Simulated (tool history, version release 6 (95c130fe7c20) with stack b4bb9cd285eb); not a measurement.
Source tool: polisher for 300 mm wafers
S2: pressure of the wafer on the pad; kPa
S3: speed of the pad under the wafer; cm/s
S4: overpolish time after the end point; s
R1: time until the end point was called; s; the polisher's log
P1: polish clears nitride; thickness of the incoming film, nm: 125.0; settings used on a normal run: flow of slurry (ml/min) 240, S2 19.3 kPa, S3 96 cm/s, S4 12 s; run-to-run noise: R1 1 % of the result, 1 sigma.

Run 1, day 0.225: flow of slurry (ml/min) 240, S2 19.3 kPa, S3 96 cm/s, S4 12 s. Result: R1 120.6 s.
Run 2, day 0.342: flow of slurry (ml/min) 240, S2 29.6 kPa, S3 96 cm/s, S4 12 s. Result: R1 79.961 s.
Run 3, day 0.496: flow of slurry (ml/min) 240, S2 19.3 kPa, S3 96 cm/s, S4 12 s. Result: R1 122.65 s.
Run 4, day 0.688: flow of slurry (ml/min) 240, S2 19.3 kPa, S3 68 cm/s, S4 12 s. Result: R1 174.72 s.
Run 5, day 0.912: flow of slurry (ml/min) 240, S2 19.3 kPa, S3 132 cm/s, S4 12 s. Result: R1 89.124 s.
Run 6, day 1.058: flow of slurry (ml/min) 240, S2 19.3 kPa, S3 96 cm/s, S4 12 s. Result: R1 121.15 s.
Run 7, day 1.217: flow of slurry (ml/min) 240, S2 19.3 kPa, S3 96 cm/s, S4 12 s. Result: R1 122.36 s.
Run 8, day 1.35: flow of slurry (ml/min) 145, S2 19.3 kPa, S3 96 cm/s, S4 12 s. Result: R1 132.04 s.
Run 9, day 1.575: flow of slurry (ml/min) 240, S2 19.3 kPa, S3 96 cm/s, S4 4 s. Result: R1 123.73 s.
At day 1.662: slurry nozzle cleaned.
Run 10, day 1.788: flow of slurry (ml/min) 240, S2 19.3 kPa, S3 96 cm/s, S4 22 s. Result: R1 122.27 s.
Run 11, day 1.904: flow of slurry (ml/min) 240, S2 19.3 kPa, S3 96 cm/s, S4 12 s. Result: R1 122.64 s.
At day 1.921: head pressure recalibrated.
Run 12, day 2.025: flow of slurry (ml/min) 240, S2 26.2 kPa, S3 48 cm/s, S4 12 s. Result: R1 178.27 s.
Run 13, day 2.212: flow of slurry (ml/min) 335, S2 19.3 kPa, S3 96 cm/s, S4 12 s. Result: R1 119.55 s.
Run 14, day 2.342: flow of slurry (ml/min) 240, S2 19.3 kPa, S3 96 cm/s, S4 12 s. Result: R1 124.2 s.
Run 15, day 2.529: flow of slurry (ml/min) 240, S2 27.6 kPa, S3 96 cm/s, S4 4 s. Result: R1 86.43 s.
Run 16, day 2.721: flow of slurry (ml/min) 240, S2 19.3 kPa, S3 96 cm/s, S4 12 s. Result: R1 124.44 s.
Run 17, day 2.842: flow of slurry (ml/min) 240, S2 11.7 kPa, S3 96 cm/s, S4 12 s. Result: R1 206.56 s.
Run 18, day 2.958: flow of slurry (ml/min) 240, S2 19.3 kPa, S3 96 cm/s, S4 12 s. Result: R1 122.13 s.
Run 19, day 3.171: flow of slurry (ml/min) 240, S2 19.3 kPa, S3 96 cm/s, S4 12 s. Result: R1 126.12 s.
Run 20, day 3.333: flow of slurry (ml/min) 240, S2 19.3 kPa, S3 96 cm/s, S4 12 s. Result: R1 126.64 s.
Run 21, day 3.517: flow of slurry (ml/min) 240, S2 19.3 kPa, S3 96 cm/s, S4 12 s. Result: R1 128.63 s.
Run 22, day 3.667: flow of slurry (ml/min) 240, S2 19.3 kPa, S3 96 cm/s, S4 12 s. Result: R1 128.42 s.
Run 23, day 3.788: flow of slurry (ml/min) 240, S2 19.3 kPa, S3 96 cm/s, S4 12 s. Result: R1 128.72 s.
Run 24, day 3.929: flow of slurry (ml/min) 240, S2 19.3 kPa, S3 96 cm/s, S4 12 s. Result: R1 129.24 s.
Run 25, day 4.167: flow of slurry (ml/min) 240, S2 19.3 kPa, S3 96 cm/s, S4 12 s. Result: R1 129.4 s.
At day 4.304: head pressure recalibrated.
Run 26, day 4.379: flow of slurry (ml/min) 240, S2 19.3 kPa, S3 96 cm/s, S4 12 s. Result: R1 131.55 s.
Run 27, day 4.533: flow of slurry (ml/min) 240, S2 19.3 kPa, S3 96 cm/s, S4 12 s. Result: R1 130.49 s.
Run 28, day 4.775: flow of slurry (ml/min) 240, S2 19.3 kPa, S3 96 cm/s, S4 12 s. Result: R1 129.83 s.
Run 29, day 4.888: flow of slurry (ml/min) 240, S2 19.3 kPa, S3 96 cm/s, S4 12 s. Result: R1 132.16 s.

P1 no longer gives what it gave before; its output has crept away from where it was. The following 2 causes, each at its listed size, fit the log equally well:
A: slurry flow missing at the pad, % = 34.1
B: removal rate lost through wear of the pad, % = 5.49
The onset of the drift is placed at about day 2.958.
What rules out each remaining cause:
head's pressure below its setpoint, %: maintenance at day 4.304, after the shift began, did not return the process to its former output

Which of the check runs below tells the causes apart, meaning the causes would give it clearly different results? Each run uses 5 wafers whose results are averaged, and each result is shown as a question mark.
Run check 1, day 5: flow of slurry (ml/min) 240, S2 24.8 kPa, S3 96 cm/s, S4 22 s. Result: R1 ?.
Run check 2, day 5: flow of slurry (ml/min) 240, S2 26.2 kPa, S3 96 cm/s, S4 16 s. Result: R1 ?.
Run check 3, day 5: flow of slurry (ml/min) 145, S2 19.3 kPa, S3 76 cm/s, S4 12 s. Result: R1 ?.
Run check 4, day 5: flow of slurry (ml/min) 240, S2 15.2 kPa, S3 96 cm/s, S4 12 s. Result: R1 ?.

If the cause were each of the candidates in turn, the checks would give the following:
  check  result    if A    if B
check 1      R1  101.34  101.34
check 2      R1  96.009  96.009
check 3      R1  182.73  176.74
check 4      R1  165.83  165.83
Gap, in per cent, between the two causes that each check separates least, read from the result that separates them most: check 1 0 %; check 2 0 %; check 3 3.33 %; check 4 0 %
The other checks would show nearly matching results whichever cause is true, so check 3 is the only one that separates the causes.

Then check 3 was run and gave: R1 182.82 s. Which cause is it?

The correct cause is A, namely: slurry flow missing at the pad, %.
